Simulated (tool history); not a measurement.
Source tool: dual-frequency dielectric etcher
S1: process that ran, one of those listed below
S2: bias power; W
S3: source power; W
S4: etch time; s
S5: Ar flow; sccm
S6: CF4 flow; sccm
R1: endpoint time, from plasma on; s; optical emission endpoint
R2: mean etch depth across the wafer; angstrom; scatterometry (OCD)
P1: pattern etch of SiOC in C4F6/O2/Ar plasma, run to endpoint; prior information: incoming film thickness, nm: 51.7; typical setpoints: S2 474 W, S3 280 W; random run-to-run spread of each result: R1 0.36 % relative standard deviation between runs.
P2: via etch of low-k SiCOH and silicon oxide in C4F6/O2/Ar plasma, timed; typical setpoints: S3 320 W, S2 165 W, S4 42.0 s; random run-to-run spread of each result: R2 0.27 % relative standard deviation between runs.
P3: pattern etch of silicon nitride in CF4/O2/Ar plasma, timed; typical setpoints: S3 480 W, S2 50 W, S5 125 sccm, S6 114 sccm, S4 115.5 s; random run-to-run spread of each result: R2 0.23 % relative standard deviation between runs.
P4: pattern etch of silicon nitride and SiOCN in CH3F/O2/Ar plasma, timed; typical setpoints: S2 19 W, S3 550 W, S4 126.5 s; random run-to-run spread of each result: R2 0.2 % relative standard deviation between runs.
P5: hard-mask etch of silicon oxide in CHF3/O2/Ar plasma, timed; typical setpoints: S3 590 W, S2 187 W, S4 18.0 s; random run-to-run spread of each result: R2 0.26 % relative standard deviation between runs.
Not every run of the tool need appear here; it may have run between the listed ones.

run,hour,S1,S2,S3,S4,S5,S6,R1,R2
1,4.8,P1,474,280,,,,20.543,
2,10.3,P1,474,400,,,,18.169,
3,20.1,P2,165,320,42.0,,,,901.68
4,27.2,P1,474,280,,,,20.653,
5,36.4,P1,474,180,,,,24.144,
6,43.3,P1,362,370,,,,20.427,
7,49.0,P3,50,480,115.5,125,114,,2106.80
8,57.4,P1,474,280,,,,20.620,
9,68.1,P4,19,550,183.0,,,,260.42
10,75.8,P2,165,320,23.0,,,,490.98
11,83.9,P1,293,280,,,,24.695,
12,91.4,P3,50,480,115.5,125,114,,2104.50
13,100.7,P5,222,590,18.0,,,,381.12
14,110.0,P3,33,480,115.5,125,114,,1806.70
15,115.5,P5,187,590,26.5,,,,526.23
16,123.7,P3,50,610,115.5,125,114,,2591.90
17,130.8,P1,474,280,,,,20.635,
18,138.6,P3,50,480,63.5,125,114,,1156.90
19,146.7,P5,187,590,18.0,,,,357.48
20,153.7,P5,187,590,18.0,,,,357.11
21,158.5,P3,50,480,115.5,156,114,,2041.20
22,169.1,P1,474,280,,,,20.584,
23,176.5,P5,187,390,18.0,,,,304.98
24,181.5,P4,19,350,126.5,,,,154.19
25,186.8,P2,99,320,42.0,,,,775.20
26,193.0,P4,12,550,126.5,,,,150.42
27,198.6,P1,662,280,,,,18.114,
28,207.2,P3,50,480,115.5,125,76,,1994.20
29,217.8,P4,19,550,126.5,,,,180.12
30,225.4,P1,293,200,,,,27.743,
31,232.1,P2,165,320,42.0,,,,903.20
32,240.1,P1,387,380,,,,19.820,
33,246.7,P2,165,400,42.0,,,,987.14
34,256.7,P1,474,280,,,,20.654,
35,266.5,P1,474,280,,,,20.544,
36,277.4,P1,474,280,,,,20.369,
37,282.2,P1,474,280,,,,20.359,
38,288.5,P1,474,280,,,,20.331,
39,298.2,P1,474,280,,,,20.291,
40,306.7,P1,474,280,,,,20.095,
# hour 312.4: wet clean of the chamber
41,316.4,P1,474,280,,,,20.307,
42,326.6,P1,474,280,,,,20.371,
43,332.7,P1,474,280,,,,20.272,
44,341.8,P1,474,280,,,,20.349,
45,349.0,P1,474,280,,,,20.190,

What P1 gives has crept away from where it was. These 2 causes fit the log equally well, each at the size given:
A: source power that arrives over what is set, % = 4.94
B: bias power that arrives over what is set, % = 4.8
The onset of the drift is placed at about hour 256.7.
Excluded causes, each with its reason:
chamber walls in a state that raises the etch rate, %: serviced at hour 312.4, which brought nothing back

Below are 4 check runs, each on a single wafer, with their results shown as question marks. Which of them would tell the listed causes apart, meaning the causes would give clearly different results under it?
check 1,356.2,P4,12,550,182.5,,,,?
check 2,356.2,P5,187,440,18.0,,,,?
check 3,356.2,P2,100,390,42.0,,,,?
check 4,356.2,P3,34,480,77.5,125,114,,?

Outcome of each check run for each possible cause:
check,result,if A,if B
check 1,R2,221.47,221.28
check 2,R2,325.71,325.06
check 3,R2,858.10,852.46
check 4,R2,1279.20,1246.30
Distance between the nearest two causes, measured in the result of the check that separates them most: check 1 0.09 %; check 2 0.2 %; check 3 0.66 %; check 4 2.6 %
Only in check 4 would the causes give clearly different results; in the remaining checks their results would be nearly the same.

Check 4 was carried out, with these results: R2 1280.70 angstrom. Which of the listed causes is responsible?

A is the cause: source power that arrives over what is set, %.
